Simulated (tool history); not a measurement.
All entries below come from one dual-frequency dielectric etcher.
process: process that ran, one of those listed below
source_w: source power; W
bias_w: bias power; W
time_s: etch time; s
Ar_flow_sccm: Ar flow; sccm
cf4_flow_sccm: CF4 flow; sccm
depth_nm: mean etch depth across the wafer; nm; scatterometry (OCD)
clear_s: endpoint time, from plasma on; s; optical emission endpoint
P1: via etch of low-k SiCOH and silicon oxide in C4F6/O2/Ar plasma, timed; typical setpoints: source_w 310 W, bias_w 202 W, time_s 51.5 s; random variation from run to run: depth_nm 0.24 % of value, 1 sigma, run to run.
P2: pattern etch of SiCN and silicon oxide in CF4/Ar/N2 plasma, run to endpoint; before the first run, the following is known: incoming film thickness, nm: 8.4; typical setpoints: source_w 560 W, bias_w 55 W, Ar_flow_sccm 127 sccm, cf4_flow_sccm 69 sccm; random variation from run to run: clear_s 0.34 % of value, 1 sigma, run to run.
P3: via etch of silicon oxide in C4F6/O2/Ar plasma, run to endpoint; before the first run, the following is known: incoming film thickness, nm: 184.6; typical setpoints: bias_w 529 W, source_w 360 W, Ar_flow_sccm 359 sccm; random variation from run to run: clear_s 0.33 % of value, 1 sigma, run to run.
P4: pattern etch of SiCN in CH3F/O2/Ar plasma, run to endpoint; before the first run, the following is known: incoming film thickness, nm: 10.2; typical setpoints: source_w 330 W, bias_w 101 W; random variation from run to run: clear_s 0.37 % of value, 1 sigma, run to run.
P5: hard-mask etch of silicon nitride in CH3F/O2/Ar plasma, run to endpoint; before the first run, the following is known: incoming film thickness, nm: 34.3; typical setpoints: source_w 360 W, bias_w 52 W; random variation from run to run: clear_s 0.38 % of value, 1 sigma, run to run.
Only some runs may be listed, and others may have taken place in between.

| run | hour | process | source_w | bias_w | time_s | Ar_flow_sccm | cf4_flow_sccm | hours since the last wet clean | hours since the last source power generator calibration | hours since the last bias power generator calibration | depth_nm | clear_s |
|---|---|---|---|---|---|---|---|---|---|---|---|---|
| 1 | 8.0 | P1 | 310 | 202 | 51.5 |  |  | 233.8 | 1274.3 | 1025.1 | 125.870 |  |
| 2 | 14.8 | P1 | 310 | 202 | 51.5 |  |  | 240.6 | 1281.1 | 1031.9 | 125.780 |  |
| 3 | 20.5 | P1 | 430 | 202 | 51.5 |  |  | 246.3 | 1286.8 | 1037.6 | 142.970 |  |
| 4 | 25.3 | P4 | 330 | 101 |  |  |  | 251.1 | 1291.6 | 1042.4 |  | 25.6250 |
| 5 | 35.2 | P4 | 430 | 101 |  |  |  | 261.0 | 1301.5 | 1052.3 |  | 23.2230 |
| 6 | 43.9 | P2 | 560 | 69 |  | 127 | 69 | 269.7 | 1310.2 | 1061.0 |  | 8.3915 |
| 7 | 53.2 | P1 | 200 | 163 | 51.5 |  |  | 279.0 | 1319.5 | 1070.3 | 99.137 |  |
| 8 | 60.8 | P1 | 310 | 130 | 73.5 |  |  | 286.6 | 1327.1 | 1077.9 | 157.320 |  |
| 9 | 68.1 | P2 | 560 | 55 |  | 168 | 69 | 293.9 | 1334.4 | 1085.2 |  | 9.5613 |
| 10 | 73.9 | P1 | 240 | 127 | 51.5 |  |  | 299.7 | 1340.2 | 1091.0 | 98.327 |  |
| 11 | 82.8 | P1 | 310 | 239 | 51.5 |  |  | 308.6 | 1349.1 | 1099.9 | 133.310 |  |
| 12 | 90.4 | P1 | 310 | 202 | 51.5 |  |  | 316.2 | 1356.7 | 1107.5 | 125.800 |  |
| 13 | 96.7 | P3 | 360 | 529 |  | 359 |  | 322.5 | 1363.0 | 1113.8 |  | 41.3450 |
| 14 | 101.6 | P2 | 560 | 55 |  | 127 | 69 | 327.4 | 1367.9 | 1118.7 |  | 9.0271 |
| 15 | 107.0 | P3 | 360 | 529 |  | 481 |  | 332.8 | 1373.3 | 1124.1 |  | 42.8130 |
| 16 | 115.1 | P1 | 310 | 202 | 51.5 |  |  | 340.9 | 1381.4 | 1132.2 | 126.520 |  |
| 17 | 123.8 | P5 | 360 | 42 |  |  |  | 349.6 | 1390.1 | 1140.9 |  | 61.3080 |
| 18 | 131.8 | P1 | 310 | 202 | 30.5 |  |  | 357.6 | 1398.1 | 1148.9 | 74.814 |  |
| 19 | 140.1 | P5 | 480 | 52 |  |  |  | 365.9 | 1406.4 | 1157.2 |  | 51.4010 |
| 20 | 146.0 | P1 | 310 | 202 | 64.0 |  |  | 371.8 | 1412.3 | 1163.1 | 157.360 |  |
| 21 | 152.8 | P3 | 360 | 708 |  | 359 |  | 378.6 | 1419.1 | 1169.9 |  | 36.9090 |
| 22 | 163.5 | P1 | 220 | 202 | 51.5 |  |  | 389.3 | 1429.8 | 1180.6 | 110.950 |  |
| 23 | 171.1 | P2 | 560 | 55 |  | 127 | 69 | 396.9 | 1437.4 | 1188.2 |  | 9.0783 |
| 24 | 181.2 | P1 | 310 | 165 | 51.5 |  |  | 407.0 | 1447.5 | 1198.3 | 118.230 |  |
| 25 | 187.3 | P3 | 490 | 529 |  | 359 |  | 413.1 | 1453.6 | 1204.4 |  | 36.6320 |
| 26 | 193.5 | P4 | 330 | 134 |  |  |  | 419.3 | 1459.8 | 1210.6 |  | 23.0280 |
| 27 | 200.5 | P2 | 560 | 55 |  | 127 | 95 | 426.3 | 1466.8 | 1217.6 |  | 8.5417 |
| 28 | 210.6 | P5 | 360 | 52 |  |  |  | 436.4 | 1476.9 | 1227.7 |  | 57.7170 |
| 29 | 216.0 | P2 | 410 | 55 |  | 127 | 69 | 441.8 | 1482.3 | 1233.1 |  | 11.8970 |
| 30 | 221.0 | P1 | 310 | 202 | 51.5 |  |  | 446.8 | 1487.3 | 1238.1 | 126.670 |  |
| 31 | 230.0 | P1 | 310 | 202 | 51.5 |  |  | 455.8 | 1496.3 | 1247.1 | 125.610 |  |
| 32 | 236.1 | P1 | 310 | 202 | 51.5 |  |  | 461.9 | 1502.4 | 1253.2 | 126.610 |  |
| 33 | 243.2 | P1 | 310 | 202 | 51.5 |  |  | 469.0 | 1509.5 | 1260.3 | 127.210 |  |
| 34 | 248.9 | P1 | 310 | 202 | 51.5 |  |  | 474.7 | 1515.2 | 1266.0 | 127.660 |  |
| 35 | 259.1 | P1 | 310 | 202 | 51.5 |  |  | 484.9 | 1525.4 | 1276.2 | 127.800 |  |
|  | 261.3 | wet clean of the chamber |
| 36 | 266.1 | P1 | 310 | 202 | 51.5 |  |  | 4.9 | 1532.4 | 1283.2 | 127.620 |  |
| 37 | 272.5 | P1 | 310 | 202 | 51.5 |  |  | 11.3 | 1538.8 | 1289.6 | 128.230 |  |
| 38 | 282.5 | P1 | 310 | 202 | 51.5 |  |  | 21.3 | 1548.8 | 1299.6 | 128.280 |  |
| 39 | 292.0 | P1 | 310 | 202 | 51.5 |  |  | 30.8 | 1558.3 | 1309.1 | 128.120 |  |
| 40 | 297.2 | P1 | 310 | 202 | 51.5 |  |  | 36.0 | 1563.5 | 1314.3 | 128.150 |  |

Expected results for the next run?
| 41 | 305.8 | P1 | 310 | 202 | 51.5 |  |  | 44.6 | 1572.1 | 1322.9 | ? |  |

depth_nm: 128.510 nm

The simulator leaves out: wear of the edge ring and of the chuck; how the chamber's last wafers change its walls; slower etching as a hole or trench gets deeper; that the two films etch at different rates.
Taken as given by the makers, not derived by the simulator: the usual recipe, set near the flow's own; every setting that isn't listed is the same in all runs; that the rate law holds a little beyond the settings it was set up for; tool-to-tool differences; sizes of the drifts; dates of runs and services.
